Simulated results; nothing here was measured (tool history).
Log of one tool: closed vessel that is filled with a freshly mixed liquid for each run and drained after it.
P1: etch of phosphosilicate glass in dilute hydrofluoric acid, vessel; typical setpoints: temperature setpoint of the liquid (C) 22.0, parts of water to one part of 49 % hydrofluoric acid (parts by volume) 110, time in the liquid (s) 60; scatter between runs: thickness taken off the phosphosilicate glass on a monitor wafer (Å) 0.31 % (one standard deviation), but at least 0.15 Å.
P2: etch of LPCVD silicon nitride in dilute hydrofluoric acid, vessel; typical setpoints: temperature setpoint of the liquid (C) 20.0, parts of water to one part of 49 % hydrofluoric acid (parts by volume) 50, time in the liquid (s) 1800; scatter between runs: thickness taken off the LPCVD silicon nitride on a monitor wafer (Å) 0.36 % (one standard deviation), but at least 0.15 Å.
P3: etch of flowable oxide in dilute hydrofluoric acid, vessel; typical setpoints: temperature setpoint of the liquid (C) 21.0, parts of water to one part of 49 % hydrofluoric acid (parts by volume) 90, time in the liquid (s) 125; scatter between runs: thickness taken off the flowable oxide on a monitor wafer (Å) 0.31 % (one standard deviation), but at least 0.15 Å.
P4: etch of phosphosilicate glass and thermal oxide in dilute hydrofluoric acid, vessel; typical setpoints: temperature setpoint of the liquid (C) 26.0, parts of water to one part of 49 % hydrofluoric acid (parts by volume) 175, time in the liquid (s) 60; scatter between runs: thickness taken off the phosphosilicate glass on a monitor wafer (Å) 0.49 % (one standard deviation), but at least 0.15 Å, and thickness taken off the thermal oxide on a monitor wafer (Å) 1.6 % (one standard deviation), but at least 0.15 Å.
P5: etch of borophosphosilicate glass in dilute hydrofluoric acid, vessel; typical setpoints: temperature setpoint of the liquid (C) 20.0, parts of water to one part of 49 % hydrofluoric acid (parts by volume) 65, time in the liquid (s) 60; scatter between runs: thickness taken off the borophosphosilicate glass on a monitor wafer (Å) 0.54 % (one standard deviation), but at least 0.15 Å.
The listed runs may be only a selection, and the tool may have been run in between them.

| run | hour | process that ran | temperature setpoint of the liquid (C) | parts of water to one part of 49 % hydrofluoric acid (parts by volume) | time in the liquid (s) | hours since the thermometer was replaced | hours since the hydrofluoric acid flow meter was replaced | thickness taken off the phosphosilicate glass on a monitor wafer (Å) | thickness taken off the flowable oxide on a monitor wafer (Å) | thickness taken off the thermal oxide on a monitor wafer (Å) | thickness taken off the borophosphosilicate glass on a monitor wafer (Å) | thickness taken off the LPCVD silicon nitride on a monitor wafer (Å) |
|---|---|---|---|---|---|---|---|---|---|---|---|---|
| 1 | 4.2 | P1 | 22.0 | 110 | 60 | 385.8 | 586.4 | 321.94 |  |  |  |  |
| 2 | 8.0 | P1 | 22.0 | 110 | 95 | 389.6 | 590.2 | 511.14 |  |  |  |  |
| 3 | 14.8 | P3 | 21.0 | 90 | 125 | 396.4 | 597.0 |  | 370.65 |  |  |  |
| 4 | 19.9 | P4 | 26.0 | 175 | 60 | 401.5 | 602.1 | 542.81 |  | 15.6270 |  |  |
| 5 | 24.7 | P5 | 20.0 | 65 | 110 | 406.3 | 606.9 |  |  |  | 837.88 |  |
| 6 | 31.4 | P1 | 27.0 | 110 | 60 | 413.0 | 613.6 | 392.45 |  |  |  |  |
| 7 | 36.9 | P1 | 22.0 | 45 | 60 | 418.5 | 619.1 | 849.26 |  |  |  |  |
| 8 | 42.4 | P1 | 22.0 | 110 | 60 | 424.0 | 624.6 | 322.82 |  |  |  |  |
| 9 | 49.4 | P1 | 22.0 | 110 | 60 | 431.0 | 631.6 | 321.47 |  |  |  |  |
| 10 | 55.2 | P2 | 20.0 | 50 | 1800 | 436.8 | 637.4 |  |  |  |  | 154.89 |
| 11 | 59.5 | P1 | 22.0 | 110 | 30 | 441.1 | 641.7 | 160.44 |  |  |  |  |
| 12 | 66.6 | P3 | 28.5 | 90 | 125 | 448.2 | 648.8 |  | 500.53 |  |  |  |
| 13 | 71.1 | P1 | 22.0 | 110 | 60 | 452.7 | 653.3 | 322.02 |  |  |  |  |
| 14 | 78.6 | P5 | 17.0 | 65 | 60 | 460.2 | 660.8 |  |  |  | 399.72 |  |
| 15 | 82.6 | P3 | 21.0 | 25 | 125 | 464.2 | 664.8 |  | 1441.90 |  |  |  |
| 16 | 89.7 | P2 | 28.5 | 50 | 1800 | 471.3 | 671.9 |  |  |  |  | 275.87 |
| 17 | 95.0 | P2 | 20.0 | 50 | 1800 | 476.6 | 677.2 |  |  |  |  | 154.38 |
| 18 | 102.9 | P4 | 26.0 | 80 | 60 | 484.5 | 685.1 | 1332.60 |  | 37.9580 |  |  |
| 19 | 109.7 | P1 | 22.0 | 160 | 60 | 491.3 | 691.9 | 208.26 |  |  |  |  |
| 20 | 117.4 | P2 | 20.0 | 50 | 2715 | 499.0 | 699.6 |  |  |  |  | 233.28 |
| 21 | 125.6 | P1 | 22.0 | 110 | 60 | 507.2 | 707.8 | 322.61 |  |  |  |  |
| 22 | 131.1 | P4 | 26.0 | 175 | 30 | 512.7 | 713.3 | 270.88 |  | 7.9468 |  |  |
| 23 | 139.0 | P3 | 21.0 | 90 | 250 | 520.6 | 721.2 |  | 743.37 |  |  |  |
| 24 | 146.4 | P4 | 32.5 | 175 | 60 | 528.0 | 728.6 | 685.07 |  | 19.6960 |  |  |
| 25 | 150.2 | P4 | 26.0 | 175 | 60 | 531.8 | 732.4 | 541.12 |  | 15.3460 |  |  |
| 26 | 156.8 | P1 | 22.0 | 25 | 30 | 538.4 | 739.0 | 785.47 |  |  |  |  |
| 27 | 162.6 | P5 | 20.0 | 100 | 60 | 544.2 | 744.8 |  |  |  | 287.29 |  |
|  | 163.5 | hydrofluoric acid flow meter replaced |
| 28 | 169.0 | P1 | 17.0 | 110 | 60 | 550.6 | 5.6 | 263.20 |  |  |  |  |
| 29 | 176.1 | P2 | 20.0 | 75 | 1800 | 557.7 | 12.7 |  |  |  |  | 105.04 |
| 30 | 183.3 | P5 | 20.0 | 65 | 60 | 564.9 | 19.9 |  |  |  | 456.16 |  |
| 31 | 189.5 | P1 | 22.0 | 110 | 60 | 571.1 | 26.1 | 321.10 |  |  |  |  |
| 32 | 193.1 | P1 | 22.0 | 110 | 60 | 574.7 | 29.7 | 319.49 |  |  |  |  |
| 33 | 200.2 | P1 | 22.0 | 110 | 60 | 581.8 | 36.8 | 312.06 |  |  |  |  |
| 34 | 204.3 | P1 | 22.0 | 110 | 60 | 585.9 | 40.9 | 309.41 |  |  |  |  |
| 35 | 212.4 | P1 | 22.0 | 110 | 60 | 594.0 | 49.0 | 306.24 |  |  |  |  |
| 36 | 219.8 | P1 | 22.0 | 110 | 60 | 601.4 | 56.4 | 304.16 |  |  |  |  |
| 37 | 224.8 | P1 | 22.0 | 110 | 60 | 606.4 | 61.4 | 302.41 |  |  |  |  |
| 38 | 229.0 | P1 | 22.0 | 110 | 60 | 610.6 | 65.6 | 302.98 |  |  |  |  |
| 39 | 235.8 | P1 | 22.0 | 110 | 60 | 617.4 | 72.4 | 302.03 |  |  |  |  |
| 40 | 241.9 | P1 | 22.0 | 110 | 60 | 623.5 | 78.5 | 302.33 |  |  |  |  |
| 41 | 249.0 | P1 | 22.0 | 110 | 60 | 630.6 | 85.6 | 299.71 |  |  |  |  |
| 42 | 252.8 | P1 | 22.0 | 110 | 60 | 634.4 | 89.4 | 301.54 |  |  |  |  |

Compared with where it was, what P1 gives has crept away. Each cause listed below fits the log as well as the rest, at the size given for it:
A: hydrofluoric acid flow below the setpoint (%) = 5.66
B: liquid colder than its thermometer reads (K) = 1.64
Onset of the creep was near hour 189.5.

Question marks stand in for the results of the 4 check runs listed below, each run on one wafer. Under which run would the listed causes show clearly different results?
| check 1 | 256.6 | P2 | 27.0 | 50 | 1800 |  |  |  |  |  |  | ? |
| check 2 | 256.6 | P3 | 25.5 | 90 | 125 |  |  |  | ? |  |  |  |
| check 3 | 256.6 | P4 | 26.0 | 120 | 60 |  |  | ? |  | ? |  |  |
| check 4 | 256.6 | P5 | 20.0 | 95 | 90 |  |  |  |  |  | ? |  |

What each check would give under each cause:
| check | result | if A | if B |
|---|---|---|---|
| check 1 | thickness taken off the LPCVD silicon nitride on a monitor wafer (Å) | 235.74 | 223.92 |
| check 2 | thickness taken off the flowable oxide on a monitor wafer (Å) | 416.32 | 416.39 |
| check 3 | thickness taken off the phosphosilicate glass on a monitor wafer (Å) | 790.36 | 793.44 |
| check 3 | thickness taken off the thermal oxide on a monitor wafer (Å) | 22.5890 | 22.6770 |
| check 4 | thickness taken off the borophosphosilicate glass on a monitor wafer (Å) | 424.47 | 423.02 |
Separation of the two closest causes in each check, using whichever result separates them best: check 1 5.15 %; check 2 0.02 %; check 3 0.39 %; check 4 0.34 %
Check 1 distinguishes between the causes, while the remaining checks would return nearly the same result for all of them.

Check 1 was carried out, with these results: thickness taken off the LPCVD silicon nitride on a monitor wafer (Å) 234.79. Which of the listed causes is responsible?

It was cause A: hydrofluoric acid flow below the setpoint (%).

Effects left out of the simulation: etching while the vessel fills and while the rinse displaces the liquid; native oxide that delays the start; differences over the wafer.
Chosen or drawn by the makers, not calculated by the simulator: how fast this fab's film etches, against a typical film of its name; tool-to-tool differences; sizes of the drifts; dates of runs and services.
